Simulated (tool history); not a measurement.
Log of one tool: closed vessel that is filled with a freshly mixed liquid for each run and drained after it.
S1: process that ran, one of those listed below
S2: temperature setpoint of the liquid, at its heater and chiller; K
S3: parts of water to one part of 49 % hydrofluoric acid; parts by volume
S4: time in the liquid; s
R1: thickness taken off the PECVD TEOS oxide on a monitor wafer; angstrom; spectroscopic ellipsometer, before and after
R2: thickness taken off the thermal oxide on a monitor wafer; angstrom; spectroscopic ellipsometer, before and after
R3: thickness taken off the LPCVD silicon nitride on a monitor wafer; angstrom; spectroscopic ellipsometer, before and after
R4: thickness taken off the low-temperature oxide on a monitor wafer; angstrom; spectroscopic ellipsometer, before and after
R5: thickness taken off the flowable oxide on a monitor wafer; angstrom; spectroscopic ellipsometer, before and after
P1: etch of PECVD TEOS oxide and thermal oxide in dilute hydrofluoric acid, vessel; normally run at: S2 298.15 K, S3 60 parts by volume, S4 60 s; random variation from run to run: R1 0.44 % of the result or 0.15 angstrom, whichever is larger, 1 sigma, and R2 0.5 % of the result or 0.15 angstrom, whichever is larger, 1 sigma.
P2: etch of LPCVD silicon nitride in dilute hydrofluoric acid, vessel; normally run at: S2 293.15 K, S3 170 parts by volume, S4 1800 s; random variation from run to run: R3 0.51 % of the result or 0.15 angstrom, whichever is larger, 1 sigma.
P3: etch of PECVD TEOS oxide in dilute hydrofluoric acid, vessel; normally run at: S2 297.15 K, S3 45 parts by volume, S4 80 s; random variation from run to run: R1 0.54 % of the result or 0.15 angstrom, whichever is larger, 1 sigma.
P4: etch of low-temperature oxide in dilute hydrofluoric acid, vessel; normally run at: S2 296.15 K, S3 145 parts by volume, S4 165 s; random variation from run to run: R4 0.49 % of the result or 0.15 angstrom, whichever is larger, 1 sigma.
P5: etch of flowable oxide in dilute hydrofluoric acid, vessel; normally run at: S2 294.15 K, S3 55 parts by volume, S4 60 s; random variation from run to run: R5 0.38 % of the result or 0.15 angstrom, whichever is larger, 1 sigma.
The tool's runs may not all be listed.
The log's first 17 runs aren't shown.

{"run": 18, "hour": 216.2, "S1": "P3", "S2": 301.15, "S3": 45, "S4": 80, "R1": 221.2}
{"run": 19, "hour": 228.1, "S1": "P4", "S2": 296.15, "S3": 145, "S4": 55, "R4": 104.14}
{"run": 20, "hour": 238.1, "S1": "P5", "S2": 294.15, "S3": 85, "S4": 60, "R5": 272.56}
{"run": 21, "hour": 252.7, "S1": "P1", "S2": 304.65, "S3": 95, "S4": 60, "R1": 167.31, "R2": 36.819}
{"run": 22, "hour": 269.2, "S1": "P5", "S2": 294.15, "S3": 55, "S4": 30, "R5": 218.32}
{"run": 23, "hour": 284.9, "S1": "P4", "S2": 296.15, "S3": 145, "S4": 165, "R4": 311.12}
{"run": 24, "hour": 295.7, "S1": "P1", "S2": 298.15, "S3": 35, "S4": 60, "R1": 382.65, "R2": 84.774}
{"run": 25, "hour": 308.7, "S1": "P4", "S2": 296.15, "S3": 90, "S4": 165, "R4": 539.54}
{"run": 26, "hour": 321.2, "S1": "P2", "S2": 293.15, "S3": 275, "S4": 1800, "R3": 26.385}
{"run": 27, "hour": 340.0, "S1": "P2", "S2": 293.15, "S3": 170, "S4": 1800, "R3": 41.993}
{"run": 28, "hour": 355.9, "S1": "P1", "S2": 298.15, "S3": 60, "S4": 60, "R1": 216.4, "R2": 47.336}
{"run": 29, "hour": 374.7, "S1": "P1", "S2": 301.65, "S3": 60, "S4": 60, "R1": 246.42, "R2": 54.503}
{"run": 30, "hour": 391.0, "S1": "P5", "S2": 294.15, "S3": 55, "S4": 60, "R5": 436.58}
{"run": 31, "hour": 409.5, "S1": "P2", "S2": 293.15, "S3": 170, "S4": 315, "R3": 7.2542}
{"run": 32, "hour": 420.5, "S1": "P1", "S2": 298.15, "S3": 60, "S4": 60, "R1": 216.05, "R2": 47.976}
{"run": 33, "hour": 431.6, "S1": "P1", "S2": 298.15, "S3": 60, "S4": 60, "R1": 218.46, "R2": 48.699}
{"run": 34, "hour": 446.0, "S1": "P1", "S2": 298.15, "S3": 60, "S4": 60, "R1": 223.42, "R2": 49.565}
{"run": 35, "hour": 454.1, "S1": "P1", "S2": 298.15, "S3": 60, "S4": 60, "R1": 223.92, "R2": 49.266}
{"run": 36, "hour": 466.4, "S1": "P1", "S2": 298.15, "S3": 60, "S4": 60, "R1": 225.17, "R2": 49.366}
{"run": 37, "hour": 482.4, "S1": "P1", "S2": 298.15, "S3": 60, "S4": 60, "R1": 228.08, "R2": 49.602}
{"run": 38, "hour": 493.1, "S1": "P1", "S2": 298.15, "S3": 60, "S4": 60, "R1": 227.98, "R2": 50.499}
{"run": 39, "hour": 504.3, "S1": "P1", "S2": 298.15, "S3": 60, "S4": 60, "R1": 228.33, "R2": 50.339}
{"run": 40, "hour": 522.1, "S1": "P1", "S2": 298.15, "S3": 60, "S4": 60, "R1": 228.79, "R2": 50.528}
{"run": 41, "hour": 538.9, "S1": "P1", "S2": 298.15, "S3": 60, "S4": 60, "R1": 229.37, "R2": 50.814}

Forecast run 42:
{"run": 42, "hour": 554.0, "S1": "P1", "S2": 298.15, "S3": 60, "S4": 60, "R1": "?", "R2": "?"}

R1: 229.48 angstrom
R2: 50.624 angstrom

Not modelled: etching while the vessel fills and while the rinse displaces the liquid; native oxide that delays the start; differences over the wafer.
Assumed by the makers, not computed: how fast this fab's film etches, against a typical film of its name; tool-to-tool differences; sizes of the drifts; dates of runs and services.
